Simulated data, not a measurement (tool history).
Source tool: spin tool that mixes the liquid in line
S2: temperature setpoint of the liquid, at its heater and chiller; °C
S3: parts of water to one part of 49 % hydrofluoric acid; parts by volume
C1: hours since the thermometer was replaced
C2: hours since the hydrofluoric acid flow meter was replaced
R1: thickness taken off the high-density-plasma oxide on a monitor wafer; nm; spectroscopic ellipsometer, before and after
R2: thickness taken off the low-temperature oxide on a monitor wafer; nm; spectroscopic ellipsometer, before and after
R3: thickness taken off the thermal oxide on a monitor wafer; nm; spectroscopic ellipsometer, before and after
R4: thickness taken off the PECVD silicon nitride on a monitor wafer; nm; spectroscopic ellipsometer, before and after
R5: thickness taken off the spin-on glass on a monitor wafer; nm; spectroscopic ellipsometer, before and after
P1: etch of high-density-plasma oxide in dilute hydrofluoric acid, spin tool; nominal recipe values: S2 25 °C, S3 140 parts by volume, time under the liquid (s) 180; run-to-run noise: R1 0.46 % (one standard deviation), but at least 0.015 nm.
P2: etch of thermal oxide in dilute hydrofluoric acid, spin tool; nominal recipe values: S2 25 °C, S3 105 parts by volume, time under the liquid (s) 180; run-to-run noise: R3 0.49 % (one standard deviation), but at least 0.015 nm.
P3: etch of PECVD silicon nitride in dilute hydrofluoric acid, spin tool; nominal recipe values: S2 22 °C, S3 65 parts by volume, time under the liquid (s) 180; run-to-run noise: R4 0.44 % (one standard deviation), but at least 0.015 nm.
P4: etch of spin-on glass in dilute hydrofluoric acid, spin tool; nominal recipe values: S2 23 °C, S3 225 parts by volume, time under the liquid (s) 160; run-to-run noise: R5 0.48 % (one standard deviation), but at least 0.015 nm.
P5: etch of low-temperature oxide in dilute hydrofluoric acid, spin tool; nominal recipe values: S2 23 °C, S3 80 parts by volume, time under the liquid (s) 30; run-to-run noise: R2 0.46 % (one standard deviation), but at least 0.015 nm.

run 1 hour=9.6 | process_that_ran=P1 S2=25 S3=140 time_under_the_liquid_(s)=180 | C1=880.6 C2=1155.8 | R1=9.6083
run 2 hour=22.9 | process_that_ran=P5 S2=27 S3=80 time_under_the_liquid_(s)=30 | C1=893.9 C2=1169.1 | R2=7.8017
run 3 hour=30.1 | process_that_ran=P5 S2=23 S3=80 time_under_the_liquid_(s)=30 | C1=901.1 C2=1176.3 | R2=6.5783
run 4 hour=42 | process_that_ran=P1 S2=25 S3=140 time_under_the_liquid_(s)=180 | C1=913 C2=1188.2 | R1=9.5854
run 5 hour=55.2 | process_that_ran=P1 S2=18 S3=140 time_under_the_liquid_(s)=180 | C1=926.2 C2=1201.4 | R1=7.2931
run 6 hour=65.3 | process_that_ran=P2 S2=25 S3=105 time_under_the_liquid_(s)=180 | C1=936.3 C2=1211.5 | R3=8.3324
run 7 hour=73 | process_that_ran=P2 S2=25 S3=170 time_under_the_liquid_(s)=180 | C1=944 C2=1219.2 | R3=4.7928
run 8 hour=84.2 | process_that_ran=P3 S2=22 S3=45 time_under_the_liquid_(s)=180 | C1=955.2 C2=1230.4 | R4=9.1789
run 9 hour=98.1 | process_that_ran=P4 S2=23 S3=225 time_under_the_liquid_(s)=160 | C1=969.1 C2=1244.3 | R5=22.367
run 10 hour=108.9 | process_that_ran=P1 S2=25 S3=140 time_under_the_liquid_(s)=180 | C1=979.9 C2=1255.1 | R1=9.6043
run 11 hour=115.1 | process_that_ran=P3 S2=22 S3=65 time_under_the_liquid_(s)=15 | C1=986.1 C2=1261.3 | R4=0.52716
run 12 hour=128.8 | process_that_ran=P1 S2=25 S3=65 time_under_the_liquid_(s)=180 | C1=999.8 C2=1275 | R1=22.455
run 13 hour=141 | process_that_ran=P2 S2=30.5 S3=105 time_under_the_liquid_(s)=180 | C1=1012 C2=1287.2 | R3=10.407
run 14 hour=154.4 | process_that_ran=P4 S2=23 S3=225 time_under_the_liquid_(s)=255 | C1=1025.4 C2=1300.6 | R5=36.304
run 15 hour=167.2 | process_that_ran=P3 S2=17 S3=65 time_under_the_liquid_(s)=180 | C1=1038.2 C2=1313.4 | R4=4.5323
run 16 hour=174.6 | process_that_ran=P1 S2=25 S3=255 time_under_the_liquid_(s)=180 | C1=1045.6 C2=1320.8 | R1=4.652
run 17 hour=186.2 | process_that_ran=P1 S2=19 S3=30 time_under_the_liquid_(s)=180 | C1=1057.2 C2=1332.4 | R1=40.021
run 18 hour=193.3 | process_that_ran=P4 S2=17 S3=225 time_under_the_liquid_(s)=160 | C1=1064.3 C2=1339.5 | R5=17.898
run 19 hour=205.6 | process_that_ran=P5 S2=23 S3=80 time_under_the_liquid_(s)=30 | C1=1076.6 C2=1351.8 | R2=6.6145
run 20 hour=219 | process_that_ran=P3 S2=22 S3=65 time_under_the_liquid_(s)=180 | C1=1090 C2=1365.2 | R4=6.3793
run 21 hour=227.5 | process_that_ran=P4 S2=23 S3=360 time_under_the_liquid_(s)=160 | C1=1098.5 C2=1373.7 | R5=12.449
run 22 hour=240.6 | process_that_ran=P3 S2=22 S3=65 time_under_the_liquid_(s)=180 | C1=1111.6 C2=1386.8 | R4=6.4832
run 23 hour=252 | process_that_ran=P1 S2=25 S3=140 time_under_the_liquid_(s)=315 | C1=1123 C2=1398.2 | R1=16.742
-- hour=263.5 hydrofluoric acid flow meter replaced
run 24 hour=264.9 | process_that_ran=P5 S2=23 S3=110 time_under_the_liquid_(s)=30 | C1=1135.9 C2=1.5 | R2=4.6598
run 25 hour=273.6 | process_that_ran=P1 S2=25 S3=140 time_under_the_liquid_(s)=15 | C1=1144.6 C2=10.2 | R1=0.79805
run 26 hour=283.9 | process_that_ran=P2 S2=25 S3=105 time_under_the_liquid_(s)=65 | C1=1154.9 C2=20.5 | R3=3.0237
run 27 hour=294.9 | process_that_ran=P5 S2=23 S3=80 time_under_the_liquid_(s)=15 | C1=1165.9 C2=31.5 | R2=3.357
run 28 hour=305 | process_that_ran=P1 S2=25 S3=140 time_under_the_liquid_(s)=180 | C1=1176 C2=41.6 | R1=9.6115
run 29 hour=313.9 | process_that_ran=P1 S2=30 S3=140 time_under_the_liquid_(s)=180 | C1=1184.9 C2=50.5 | R1=11.497
run 30 hour=327.4 | process_that_ran=P1 S2=25 S3=140 time_under_the_liquid_(s)=180 | C1=1198.4 C2=64 | R1=9.5892
run 31 hour=335.2 | process_that_ran=P1 S2=25 S3=140 time_under_the_liquid_(s)=180 | C1=1206.2 C2=71.8 | R1=9.522
run 32 hour=346.5 | process_that_ran=P1 S2=25 S3=140 time_under_the_liquid_(s)=180 | C1=1217.5 C2=83.1 | R1=9.3137
run 33 hour=359.8 | process_that_ran=P1 S2=25 S3=140 time_under_the_liquid_(s)=180 | C1=1230.8 C2=96.4 | R1=9.1469
run 34 hour=370.4 | process_that_ran=P1 S2=25 S3=140 time_under_the_liquid_(s)=180 | C1=1241.4 C2=107 | R1=9.1527
run 35 hour=379.1 | process_that_ran=P1 S2=25 S3=140 time_under_the_liquid_(s)=180 | C1=1250.1 C2=115.7 | R1=9.0838
run 36 hour=391 | process_that_ran=P1 S2=25 S3=140 time_under_the_liquid_(s)=180 | C1=1262 C2=127.6 | R1=9.1152
run 37 hour=404.1 | process_that_ran=P1 S2=25 S3=140 time_under_the_liquid_(s)=180 | C1=1275.1 C2=140.7 | R1=9.1019
run 38 hour=412.2 | process_that_ran=P1 S2=25 S3=140 time_under_the_liquid_(s)=180 | C1=1283.2 C2=148.8 | R1=9.119
run 39 hour=419.1 | process_that_ran=P1 S2=25 S3=140 time_under_the_liquid_(s)=180 | C1=1290.1 C2=155.7 | R1=9.049
run 40 hour=433 | process_that_ran=P1 S2=25 S3=140 time_under_the_liquid_(s)=180 | C1=1304 C2=169.6 | R1=9.046
run 41 hour=444.7 | process_that_ran=P1 S2=25 S3=140 time_under_the_liquid_(s)=180 | C1=1315.7 C2=181.3 | R1=8.9328
run 42 hour=455.5 | process_that_ran=P1 S2=25 S3=140 time_under_the_liquid_(s)=180 | C1=1326.5 C2=192.1 | R1=9.0252

P1 no longer gives what it gave before; its output has crept away from where it was. The following 2 causes, each at its listed size, fit the log equally well:
A: hydrofluoric acid flow below the setpoint (%) = 5.15
B: liquid colder than its thermometer reads (K) = 1.61
The process output started creeping at around hour 335.2.

Consider the 4 single-wafer check runs listed below, results given as question marks: which one distinguishes between the causes by giving clearly different results for each?
run check 1 hour=466.3 | process_that_ran=P4 S2=23 S3=225 time_under_the_liquid_(s)=160 | R5=?
run check 2 hour=466.3 | process_that_ran=P5 S2=23 S3=80 time_under_the_liquid_(s)=30 | R2=?
run check 3 hour=466.3 | process_that_ran=P2 S2=25 S3=105 time_under_the_liquid_(s)=180 | R3=?
run check 4 hour=466.3 | process_that_ran=P3 S2=22 S3=65 time_under_the_liquid_(s)=180 | R4=?

What every check run would give for each of its results, assuming each possible cause in turn:
check=check_1 result=R5 if_A=21.155 if_B=21.273
check=check_2 result=R2 if_A=6.2236 if_B=6.1767
check=check_3 result=R3 if_A=7.8966 if_B=7.8691
check=check_4 result=R4 if_A=6.1118 if_B=5.7653
How far apart the two closest causes lie, in the result that separates them most: check 1 0.55 %; check 2 0.76 %; check 3 0.35 %; check 4 5.84 %
The other checks would show nearly matching results whichever cause is true, so check 4 is the only one that separates the causes.

The results of check 4 are: R4 6.1717 nm. Based on these, which of the listed causes is it?

The correct cause is A, namely: hydrofluoric acid flow below the setpoint (%).

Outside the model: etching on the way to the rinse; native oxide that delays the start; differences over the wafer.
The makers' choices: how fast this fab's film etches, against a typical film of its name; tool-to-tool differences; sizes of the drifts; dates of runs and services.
